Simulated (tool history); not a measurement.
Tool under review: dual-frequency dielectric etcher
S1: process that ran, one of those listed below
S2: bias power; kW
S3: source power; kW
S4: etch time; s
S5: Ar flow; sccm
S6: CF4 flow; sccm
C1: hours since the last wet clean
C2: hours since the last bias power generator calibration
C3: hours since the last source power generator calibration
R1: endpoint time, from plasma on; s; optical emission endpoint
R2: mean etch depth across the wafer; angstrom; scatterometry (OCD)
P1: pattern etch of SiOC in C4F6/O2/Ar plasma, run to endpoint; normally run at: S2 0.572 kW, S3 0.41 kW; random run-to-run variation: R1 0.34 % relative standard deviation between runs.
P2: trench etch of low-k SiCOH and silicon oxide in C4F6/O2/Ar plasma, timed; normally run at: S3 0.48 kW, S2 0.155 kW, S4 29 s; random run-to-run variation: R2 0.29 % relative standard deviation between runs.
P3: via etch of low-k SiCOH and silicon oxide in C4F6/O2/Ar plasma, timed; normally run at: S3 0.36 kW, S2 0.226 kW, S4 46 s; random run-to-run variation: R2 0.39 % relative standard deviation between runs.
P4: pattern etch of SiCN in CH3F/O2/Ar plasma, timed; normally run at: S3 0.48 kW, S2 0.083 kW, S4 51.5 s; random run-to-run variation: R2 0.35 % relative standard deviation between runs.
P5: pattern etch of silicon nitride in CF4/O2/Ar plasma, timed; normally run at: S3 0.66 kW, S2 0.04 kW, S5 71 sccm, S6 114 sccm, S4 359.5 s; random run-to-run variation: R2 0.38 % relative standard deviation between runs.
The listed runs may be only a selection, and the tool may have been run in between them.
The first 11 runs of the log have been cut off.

run	hour	S1	S2	S3	S4	S5	S6	C1	C2	C3	R1	R2
12	141.5	P5	0.04	0.66	279	71	114	246.1	43.6	2724.8		6903.1
13	155.1	P1	0.572	0.41				259.7	57.2	2738.4	10.062	
14	167.7	P4	0.083	0.48	51.5			272.3	69.8	2751		215.71
15	183.2	P4	0.118	0.48	51.5			287.8	85.3	2766.5		245.08
16	199.4	P2	0.092	0.48	29			304	101.5	2782.7		821.86
17	216	P2	0.155	0.48	40.5			320.6	118.1	2799.3		1328
18	232.5	P1	0.572	0.41				337.1	134.6	2815.8	10.072	
19	249.5	P1	0.706	0.56				354.1	151.6	2832.8	8.2752	
20	264	P2	0.155	0.48	29			368.6	166.1	2847.3		956.14
21	277.1	P3	0.288	0.36	46			381.7	179.2	2860.4		1245.1
22	294.8	P1	0.572	0.49				399.4	196.9	2878.1	9.4459	
23	303.2	P2	0.155	0.48	29			407.8	205.3	2886.5		953.21
24	320.8	P1	0.776	0.41				425.4	222.9	2904.1	8.9382	

The next listed run, before its measurement:
25	335.8	P5	0.04	0.66	359.5	71	114	440.4	237.9	2919.1		?

{"run 25": {"R2": 8919.4}}

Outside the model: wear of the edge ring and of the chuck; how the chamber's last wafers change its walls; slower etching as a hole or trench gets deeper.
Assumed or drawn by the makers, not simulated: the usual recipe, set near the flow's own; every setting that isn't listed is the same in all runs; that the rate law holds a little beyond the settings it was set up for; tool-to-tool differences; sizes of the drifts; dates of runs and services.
